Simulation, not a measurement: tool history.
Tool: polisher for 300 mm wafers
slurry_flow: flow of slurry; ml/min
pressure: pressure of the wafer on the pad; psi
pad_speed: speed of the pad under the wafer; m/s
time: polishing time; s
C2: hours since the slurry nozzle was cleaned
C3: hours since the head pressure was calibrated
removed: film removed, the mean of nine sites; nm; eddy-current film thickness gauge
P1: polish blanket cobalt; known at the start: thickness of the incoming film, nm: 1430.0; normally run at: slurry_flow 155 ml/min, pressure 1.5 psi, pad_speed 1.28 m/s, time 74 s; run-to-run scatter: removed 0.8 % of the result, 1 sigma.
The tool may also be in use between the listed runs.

Run 1, hour 6.4: slurry_flow 155 ml/min, pressure 1.5 psi, pad_speed 1.28 m/s, time 74 s; wafers polished on this pad 345; C2 197.1; C3 417.6. Result: removed 413.26 nm.
Run 2, hour 15.5: slurry_flow 155 ml/min, pressure 1.5 psi, pad_speed 1.84 m/s, time 74 s; wafers polished on this pad 417; C2 206.2; C3 426.7. Result: removed 602.49 nm.
Run 3, hour 21.3: slurry_flow 100 ml/min, pressure 1.0 psi, pad_speed 1.28 m/s, time 74 s; wafers polished on this pad 463; C2 212.0; C3 432.5. Result: removed 253.78 nm.
Run 4, hour 30.6: slurry_flow 155 ml/min, pressure 1.5 psi, pad_speed 1.28 m/s, time 74 s; wafers polished on this pad 536; C2 221.3; C3 441.8. Result: removed 417.47 nm.
Run 5, hour 39.7: slurry_flow 155 ml/min, pressure 1.5 psi, pad_speed 0.72 m/s, time 74 s; wafers polished on this pad 608; C2 230.4; C3 450.9. Result: removed 233.65 nm.
Run 6, hour 47.9: slurry_flow 155 ml/min, pressure 1.5 psi, pad_speed 1.28 m/s, time 33 s; wafers polished on this pad 673; C2 238.6; C3 459.1. Result: removed 188.83 nm.
Run 7, hour 56.9: slurry_flow 155 ml/min, pressure 1.5 psi, pad_speed 1.28 m/s, time 101 s; wafers polished on this pad 744; C2 247.6; C3 468.1. Result: removed 566.16 nm.
Run 8, hour 67.5: slurry_flow 155 ml/min, pressure 1.5 psi, pad_speed 1.28 m/s, time 74 s; wafers polished on this pad 828; C2 258.2; C3 478.7. Result: removed 415.77 nm.
Run 9, hour 75.3: slurry_flow 155 ml/min, pressure 2.3 psi, pad_speed 1.28 m/s, time 74 s; wafers polished on this pad 889; C2 266.0; C3 486.5. Result: removed 631.67 nm.
Run 10, hour 82.2: slurry_flow 230 ml/min, pressure 1.5 psi, pad_speed 1.28 m/s, time 74 s; wafers polished on this pad 944; C2 272.9; C3 493.4. Result: removed 436.19 nm.
At hour 86.8: head pressure recalibrated.
Run 11, hour 88.0: slurry_flow 95 ml/min, pressure 1.5 psi, pad_speed 1.28 m/s, time 74 s; wafers polished on this pad 990; C2 278.7; C3 1.2. Result: removed 372.52 nm.
Run 12, hour 96.3: slurry_flow 155 ml/min, pressure 1.5 psi, pad_speed 1.28 m/s, time 74 s; wafers polished on this pad 1055; C2 287.0; C3 9.5. Result: removed 415.40 nm.
Run 13, hour 107.2: slurry_flow 155 ml/min, pressure 0.8 psi, pad_speed 1.28 m/s, time 74 s; wafers polished on this pad 1141; C2 297.9; C3 20.4. Result: removed 218.81 nm.
Run 14, hour 116.3: slurry_flow 155 ml/min, pressure 1.5 psi, pad_speed 1.28 m/s, time 74 s; wafers polished on this pad 1213; C2 307.0; C3 29.5. Result: removed 420.74 nm.
Run 15, hour 123.4: slurry_flow 155 ml/min, pressure 1.5 psi, pad_speed 1.28 m/s, time 74 s; wafers polished on this pad 1269; C2 314.1; C3 36.6. Result: removed 407.20 nm.

Run 16 comes next. What will it give?
Run 16, hour 129.1: slurry_flow 155 ml/min, pressure 1.5 psi, pad_speed 1.28 m/s, time 74 s; wafers polished on this pad 1314; C2 319.8; C3 42.3. Result: removed ?.

{"run 16": {"removed": 393.43}}
